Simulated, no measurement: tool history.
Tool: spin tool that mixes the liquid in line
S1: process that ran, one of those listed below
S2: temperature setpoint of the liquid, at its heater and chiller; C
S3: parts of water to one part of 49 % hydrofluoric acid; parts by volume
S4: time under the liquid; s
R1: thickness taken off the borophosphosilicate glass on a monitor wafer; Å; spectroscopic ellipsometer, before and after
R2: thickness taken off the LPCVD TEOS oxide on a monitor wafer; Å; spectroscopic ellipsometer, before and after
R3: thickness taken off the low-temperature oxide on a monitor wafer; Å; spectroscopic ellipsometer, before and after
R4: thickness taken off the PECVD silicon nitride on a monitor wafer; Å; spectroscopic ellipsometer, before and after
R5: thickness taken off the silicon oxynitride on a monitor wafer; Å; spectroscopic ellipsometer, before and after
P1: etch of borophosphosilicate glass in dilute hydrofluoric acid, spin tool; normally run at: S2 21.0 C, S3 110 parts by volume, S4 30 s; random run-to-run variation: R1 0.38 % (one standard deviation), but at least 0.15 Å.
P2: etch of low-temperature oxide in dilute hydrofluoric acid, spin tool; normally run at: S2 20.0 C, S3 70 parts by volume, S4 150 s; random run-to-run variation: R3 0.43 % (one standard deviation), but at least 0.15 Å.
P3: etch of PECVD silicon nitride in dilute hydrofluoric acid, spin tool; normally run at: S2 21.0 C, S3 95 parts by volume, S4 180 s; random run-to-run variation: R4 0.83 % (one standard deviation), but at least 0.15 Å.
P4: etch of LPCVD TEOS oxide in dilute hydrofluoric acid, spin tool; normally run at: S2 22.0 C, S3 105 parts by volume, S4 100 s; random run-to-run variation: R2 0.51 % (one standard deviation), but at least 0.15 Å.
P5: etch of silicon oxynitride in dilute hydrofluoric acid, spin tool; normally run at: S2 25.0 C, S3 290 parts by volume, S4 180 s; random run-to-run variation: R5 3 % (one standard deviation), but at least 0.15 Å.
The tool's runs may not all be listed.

run,hour,S1,S2,S3,S4,R1,R2,R3,R4,R5
1,13.2,P1,21.0,110,30,138.520,,,,
2,21.3,P1,21.0,110,30,138.450,,,,
3,30.2,P4,28.0,105,100,,435.24,,,
4,39.4,P1,21.0,110,30,138.200,,,,
5,50.6,P1,21.0,110,30,138.470,,,,
6,65.1,P1,21.0,110,60,278.340,,,,
7,79.0,P1,17.0,110,30,117.590,,,,
# hour 89.3: thermometer replaced
8,92.7,P4,22.0,60,100,,634.36,,,
9,107.4,P2,20.0,70,150,,,475.33,,
10,118.6,P1,21.0,110,30,139.060,,,,
11,125.2,P3,21.0,95,180,,,,26.924,
12,132.4,P1,21.0,110,15,69.463,,,,
13,139.0,P5,25.0,290,180,,,,,7.4923
14,148.2,P1,21.0,50,30,327.200,,,,
15,156.3,P1,28.0,110,30,182.340,,,,
16,162.9,P3,17.0,95,180,,,,20.424,
17,170.2,P5,25.0,290,325,,,,,14.9250
18,178.1,P5,29.5,290,180,,,,,9.7583
19,187.6,P2,20.0,70,70,,,220.88,,
20,197.0,P1,21.0,185,30,76.152,,,,
21,203.7,P3,21.0,170,180,,,,15.265,
22,215.2,P4,22.0,105,175,,599.91,,,
23,226.8,P3,21.0,95,285,,,,42.529,
24,236.2,P5,25.0,155,180,,,,,16.5560
25,245.0,P4,22.0,105,100,,342.98,,,
26,259.9,P2,20.0,95,150,,,336.80,,
27,269.4,P1,17.0,165,30,73.823,,,,
28,283.1,P2,17.0,70,150,,,416.88,,
29,295.2,P1,21.0,110,30,139.470,,,,
30,309.2,P1,21.0,110,30,144.420,,,,
31,319.9,P1,21.0,110,30,146.610,,,,
32,328.3,P1,21.0,110,30,147.910,,,,
33,335.3,P1,21.0,110,30,148.890,,,,
34,346.6,P1,21.0,110,30,148.690,,,,
35,354.9,P1,21.0,110,30,148.650,,,,
36,366.9,P1,21.0,110,30,149.800,,,,
37,376.9,P1,21.0,110,30,149.700,,,,

Something has made what P1 gives creep away from where it was; the 2 causes below, each at its own stated size, fit the log equally well:
A: liquid hotter than its thermometer reads (K) = 1.86
B: hydrofluoric acid flow above the setpoint (%) = 6.85
At approximately hour 295.2, the process output began to creep.

Which of the check runs below tells the causes apart, meaning the causes would give it clearly different results? Each run uses 2 wafers whose results are averaged, and each result is shown as a question mark.
check 1,386.9,P4,22.0,105,100,,?,,,
check 2,386.9,P3,21.0,95,180,,,,?,
check 3,386.9,P2,20.0,70,150,,,?,,
check 4,386.9,P5,25.0,290,180,,,,,?

What every check run would give for each of its results, assuming each possible cause in turn:
check,result,if A,if B
check 1,R2,370.56,370.54
check 2,R4,30.749,28.956
check 3,R3,512.33,509.38
check 4,R5,8.6218,8.6396
Gap, in per cent, between the two causes that each check separates least, read from the result that separates them most: check 1 0 %; check 2 6.01 %; check 3 0.58 %; check 4 0.21 %
Of the check runs offered, only check 2 discriminates between the causes; the rest would read about the same regardless of which cause applies.

Check 2 has now been run. It gave: R4 30.314 Å. Which of the candidate causes is it?

Of the candidate causes, it is A: liquid hotter than its thermometer reads (K).
